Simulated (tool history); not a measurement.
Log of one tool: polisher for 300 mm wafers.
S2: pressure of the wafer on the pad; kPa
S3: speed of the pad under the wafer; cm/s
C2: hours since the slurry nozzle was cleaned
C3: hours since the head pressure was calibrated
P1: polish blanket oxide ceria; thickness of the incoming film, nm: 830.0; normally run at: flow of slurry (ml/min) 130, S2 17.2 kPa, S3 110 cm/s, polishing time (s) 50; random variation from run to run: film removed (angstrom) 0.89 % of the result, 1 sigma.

Run 1, hour 7.0: flow of slurry (ml/min) 130, S2 17.2 kPa, S3 110 cm/s, polishing time (s) 50; wafers polished on this pad 913; C2 40.3; C3 183.7. Result: film removed (angstrom) 2241.7.
Run 2, hour 13.4: flow of slurry (ml/min) 180, S2 17.2 kPa, S3 110 cm/s, polishing time (s) 50; wafers polished on this pad 994; C2 46.7; C3 190.1. Result: film removed (angstrom) 2405.2.
Run 3, hour 21.7: flow of slurry (ml/min) 130, S2 17.2 kPa, S3 110 cm/s, polishing time (s) 50; wafers polished on this pad 1098; C2 55.0; C3 198.4. Result: film removed (angstrom) 2250.4.
Run 4, hour 27.7: flow of slurry (ml/min) 130, S2 17.2 kPa, S3 110 cm/s, polishing time (s) 50; wafers polished on this pad 1173; C2 61.0; C3 204.4. Result: film removed (angstrom) 2257.7.
At hour 31.1: worn pad replaced by a new one.
Run 5, hour 37.3: flow of slurry (ml/min) 130, S2 17.2 kPa, S3 110 cm/s, polishing time (s) 24; wafers polished on this pad 78; C2 70.6; C3 214.0. Result: film removed (angstrom) 1088.4.
Run 6, hour 43.6: flow of slurry (ml/min) 85, S2 17.2 kPa, S3 110 cm/s, polishing time (s) 50; wafers polished on this pad 158; C2 76.9; C3 220.3. Result: film removed (angstrom) 2047.6.
Run 7, hour 51.9: flow of slurry (ml/min) 130, S2 17.2 kPa, S3 144 cm/s, polishing time (s) 50; wafers polished on this pad 262; C2 85.2; C3 228.6. Result: film removed (angstrom) 2996.9.
At hour 58.2: head pressure recalibrated.
Run 8, hour 60.8: flow of slurry (ml/min) 130, S2 25.5 kPa, S3 110 cm/s, polishing time (s) 50; wafers polished on this pad 374; C2 94.1; C3 2.7. Result: film removed (angstrom) 3404.8.
Run 9, hour 69.4: flow of slurry (ml/min) 130, S2 17.2 kPa, S3 50 cm/s, polishing time (s) 50; wafers polished on this pad 482; C2 102.7; C3 11.3. Result: film removed (angstrom) 1025.5.
Run 10, hour 74.7: flow of slurry (ml/min) 190, S2 17.2 kPa, S3 158 cm/s, polishing time (s) 50; wafers polished on this pad 549; C2 108.0; C3 16.6. Result: film removed (angstrom) 3464.9.
Run 11, hour 82.1: flow of slurry (ml/min) 130, S2 17.2 kPa, S3 110 cm/s, polishing time (s) 50; wafers polished on this pad 642; C2 115.4; C3 24.0. Result: film removed (angstrom) 2239.7.
Run 12, hour 90.2: flow of slurry (ml/min) 130, S2 8.3 kPa, S3 110 cm/s, polishing time (s) 50; wafers polished on this pad 743; C2 123.5; C3 32.1. Result: film removed (angstrom) 1093.5.
Run 13, hour 96.0: flow of slurry (ml/min) 130, S2 17.2 kPa, S3 110 cm/s, polishing time (s) 69; wafers polished on this pad 816; C2 129.3; C3 37.9. Result: film removed (angstrom) 3119.8.
Run 14, hour 103.1: flow of slurry (ml/min) 130, S2 17.2 kPa, S3 110 cm/s, polishing time (s) 50; wafers polished on this pad 906; C2 136.4; C3 45.0. Result: film removed (angstrom) 2231.5.
Run 15, hour 108.2: flow of slurry (ml/min) 130, S2 17.2 kPa, S3 110 cm/s, polishing time (s) 50; wafers polished on this pad 970; C2 141.5; C3 50.1. Result: film removed (angstrom) 2191.4.
Run 16, hour 118.6: flow of slurry (ml/min) 130, S2 17.2 kPa, S3 110 cm/s, polishing time (s) 50; wafers polished on this pad 1100; C2 151.9; C3 60.5. Result: film removed (angstrom) 2093.7.
At hour 120.4: worn pad replaced by a new one.
Run 17, hour 128.1: flow of slurry (ml/min) 130, S2 17.2 kPa, S3 110 cm/s, polishing time (s) 50; wafers polished on this pad 97; C2 161.4; C3 70.0. Result: film removed (angstrom) 2099.3.
Run 18, hour 137.1: flow of slurry (ml/min) 130, S2 17.2 kPa, S3 110 cm/s, polishing time (s) 50; wafers polished on this pad 210; C2 170.4; C3 79.0. Result: film removed (angstrom) 2095.9.
Run 19, hour 142.5: flow of slurry (ml/min) 130, S2 17.2 kPa, S3 110 cm/s, polishing time (s) 50; wafers polished on this pad 278; C2 175.8; C3 84.4. Result: film removed (angstrom) 2101.0.
Run 20, hour 150.5: flow of slurry (ml/min) 130, S2 17.2 kPa, S3 110 cm/s, polishing time (s) 50; wafers polished on this pad 378; C2 183.8; C3 92.4. Result: film removed (angstrom) 2074.8.

What P1 gives has crept away from where it was. These 2 causes fit the log equally well, each at the size given:
A: head's pressure below its setpoint, % = 7.75
B: slurry flow missing at the pad, % = 29.4
The creep began at about hour 103.1.
Why every other cause is out:
removal rate lost through wear of the pad, %: serviced at hour 120.4, which brought nothing back

4 check runs are offered, each on 5 wafers whose results are averaged, their results left as question marks. Which one tells the causes apart?
Run check 1, hour 158.5: flow of slurry (ml/min) 130, S2 13.1 kPa, S3 110 cm/s, polishing time (s) 50. Result: film removed (angstrom) ?.
Run check 2, hour 158.5: flow of slurry (ml/min) 130, S2 22.1 kPa, S3 110 cm/s, polishing time (s) 50. Result: film removed (angstrom) ?.
Run check 3, hour 158.5: flow of slurry (ml/min) 130, S2 11.7 kPa, S3 110 cm/s, polishing time (s) 50. Result: film removed (angstrom) ?.
Run check 4, hour 158.5: flow of slurry (ml/min) 90, S2 17.2 kPa, S3 110 cm/s, polishing time (s) 50. Result: film removed (angstrom) ?.

What each check would give under each cause:
  check                   result    if A    if B
check 1  film removed (angstrom)  1584.1  1583.9
check 2  film removed (angstrom)  2667.9  2667.7
check 3  film removed (angstrom)  1417.3  1417.2
check 4  film removed (angstrom)  1912.4  1855.2
How far apart the two closest causes lie, in the result that separates them most: check 1 0.01 %; check 2 0.01 %; check 3 0.01 %; check 4 3.03 %
Only check 4 tells the causes apart: in the others they would give nearly the same result.

Check 4 was then run and gave: film removed (angstrom) 1917.6. Which cause is it?

It is A: head's pressure below its setpoint, %.
